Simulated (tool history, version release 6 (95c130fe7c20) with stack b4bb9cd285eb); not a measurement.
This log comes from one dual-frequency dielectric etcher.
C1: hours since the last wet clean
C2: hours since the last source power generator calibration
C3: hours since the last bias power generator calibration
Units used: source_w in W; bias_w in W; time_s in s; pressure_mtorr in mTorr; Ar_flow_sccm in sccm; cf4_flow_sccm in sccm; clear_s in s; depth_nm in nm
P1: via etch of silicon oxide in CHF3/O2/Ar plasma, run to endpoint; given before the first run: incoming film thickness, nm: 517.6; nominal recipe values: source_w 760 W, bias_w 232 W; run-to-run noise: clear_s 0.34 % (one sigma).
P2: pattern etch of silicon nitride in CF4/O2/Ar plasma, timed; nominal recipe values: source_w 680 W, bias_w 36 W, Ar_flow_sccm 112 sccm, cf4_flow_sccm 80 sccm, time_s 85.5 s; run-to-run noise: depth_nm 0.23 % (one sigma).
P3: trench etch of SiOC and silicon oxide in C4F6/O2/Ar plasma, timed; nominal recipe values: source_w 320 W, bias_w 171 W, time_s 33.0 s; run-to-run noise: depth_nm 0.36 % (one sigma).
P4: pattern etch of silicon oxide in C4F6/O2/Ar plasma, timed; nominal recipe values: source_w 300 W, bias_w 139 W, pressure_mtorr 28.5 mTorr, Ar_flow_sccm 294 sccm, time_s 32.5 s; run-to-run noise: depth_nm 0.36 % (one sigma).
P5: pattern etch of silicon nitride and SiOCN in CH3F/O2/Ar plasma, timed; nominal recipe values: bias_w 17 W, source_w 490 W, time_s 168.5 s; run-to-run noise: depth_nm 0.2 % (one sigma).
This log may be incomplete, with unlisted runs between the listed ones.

run 1 hour=7.6 | process=P1 source_w=760 bias_w=232 | C1=227.5 C2=540.9 C3=2477.0 | clear_s=219.53
run 2 hour=15.7 | process=P1 source_w=760 bias_w=232 | C1=235.6 C2=549.0 C3=2485.1 | clear_s=218.46
run 3 hour=19.7 | process=P3 source_w=320 bias_w=237 time_s=33.0 | C1=239.6 C2=553.0 C3=2489.1 | depth_nm=65.186
run 4 hour=27.5 | process=P1 source_w=760 bias_w=232 | C1=247.4 C2=560.8 C3=2496.9 | clear_s=219.95
-- hour=34.3 bias power generator calibrated
run 5 hour=35.1 | process=P5 source_w=490 bias_w=17 time_s=205.5 | C1=255.0 C2=568.4 C3=0.8 | depth_nm=27.016
run 6 hour=42.4 | process=P4 source_w=300 bias_w=139 time_s=32.5 pressure_mtorr=36.0 Ar_flow_sccm=294 | C1=262.3 C2=575.7 C3=8.1 | depth_nm=83.078
run 7 hour=49.0 | process=P1 source_w=760 bias_w=325 | C1=268.9 C2=582.3 C3=14.7 | clear_s=195.23
run 8 hour=52.5 | process=P1 source_w=630 bias_w=281 | C1=272.4 C2=585.8 C3=18.2 | clear_s=219.95
run 9 hour=57.8 | process=P3 source_w=320 bias_w=171 time_s=33.0 | C1=277.7 C2=591.1 C3=23.5 | depth_nm=58.766
-- hour=62.2 source power generator calibrated
run 10 hour=62.5 | process=P2 source_w=680 bias_w=36 time_s=85.5 Ar_flow_sccm=112 cf4_flow_sccm=80 | C1=282.4 C2=0.4 C3=28.2 | depth_nm=184.860
run 11 hour=68.4 | process=P2 source_w=540 bias_w=36 time_s=85.5 Ar_flow_sccm=112 cf4_flow_sccm=80 | C1=288.3 C2=6.3 C3=34.1 | depth_nm=151.200
run 12 hour=76.5 | process=P4 source_w=430 bias_w=139 time_s=32.5 pressure_mtorr=28.5 Ar_flow_sccm=294 | C1=296.4 C2=14.4 C3=42.2 | depth_nm=98.441
run 13 hour=81.5 | process=P1 source_w=760 bias_w=232 | C1=301.4 C2=19.4 C3=47.2 | clear_s=219.63
run 14 hour=89.4 | process=P5 source_w=370 bias_w=17 time_s=168.5 | C1=309.3 C2=27.3 C3=55.1 | depth_nm=20.066
run 15 hour=95.4 | process=P3 source_w=320 bias_w=171 time_s=40.5 | C1=315.3 C2=33.3 C3=61.1 | depth_nm=71.706
run 16 hour=99.3 | process=P1 source_w=760 bias_w=232 | C1=319.2 C2=37.2 C3=65.0 | clear_s=219.23
run 17 hour=105.1 | process=P4 source_w=300 bias_w=165 time_s=32.5 pressure_mtorr=28.5 Ar_flow_sccm=294 | C1=325.0 C2=43.0 C3=70.8 | depth_nm=90.016
run 18 hour=112.8 | process=P2 source_w=680 bias_w=36 time_s=85.5 Ar_flow_sccm=112 cf4_flow_sccm=109 | C1=332.7 C2=50.7 C3=78.5 | depth_nm=194.030
run 19 hour=116.8 | process=P1 source_w=760 bias_w=156 | C1=336.7 C2=54.7 C3=82.5 | clear_s=250.70
run 20 hour=120.9 | process=P1 source_w=460 bias_w=232 | C1=340.8 C2=58.8 C3=86.6 | clear_s=264.74
run 21 hour=125.1 | process=P5 source_w=490 bias_w=17 time_s=168.5 | C1=345.0 C2=63.0 C3=90.8 | depth_nm=22.176
run 22 hour=131.7 | process=P4 source_w=300 bias_w=139 time_s=32.5 pressure_mtorr=28.5 Ar_flow_sccm=294 | C1=351.6 C2=69.6 C3=97.4 | depth_nm=85.594
run 23 hour=139.0 | process=P5 source_w=490 bias_w=17 time_s=168.5 | C1=358.9 C2=76.9 C3=104.7 | depth_nm=22.119
run 24 hour=143.3 | process=P1 source_w=920 bias_w=232 | C1=363.2 C2=81.2 C3=109.0 | clear_s=203.89
run 25 hour=148.4 | process=P1 source_w=760 bias_w=232 | C1=368.3 C2=86.3 C3=114.1 | clear_s=219.27
run 26 hour=151.9 | process=P2 source_w=680 bias_w=22 time_s=85.5 Ar_flow_sccm=112 cf4_flow_sccm=80 | C1=371.8 C2=89.8 C3=117.6 | depth_nm=157.200
run 27 hour=157.9 | process=P4 source_w=300 bias_w=139 time_s=32.5 pressure_mtorr=28.5 Ar_flow_sccm=212 | C1=377.8 C2=95.8 C3=123.6 | depth_nm=88.889

Estimate the outcome of run 28 from the log above:
run 28 hour=163.1 | process=P4 source_w=300 bias_w=139 time_s=32.5 pressure_mtorr=28.5 Ar_flow_sccm=294 | C1=383.0 C2=101.0 C3=128.8 | depth_nm=?

Logged for run 28: depth_nm 85.731 nm.
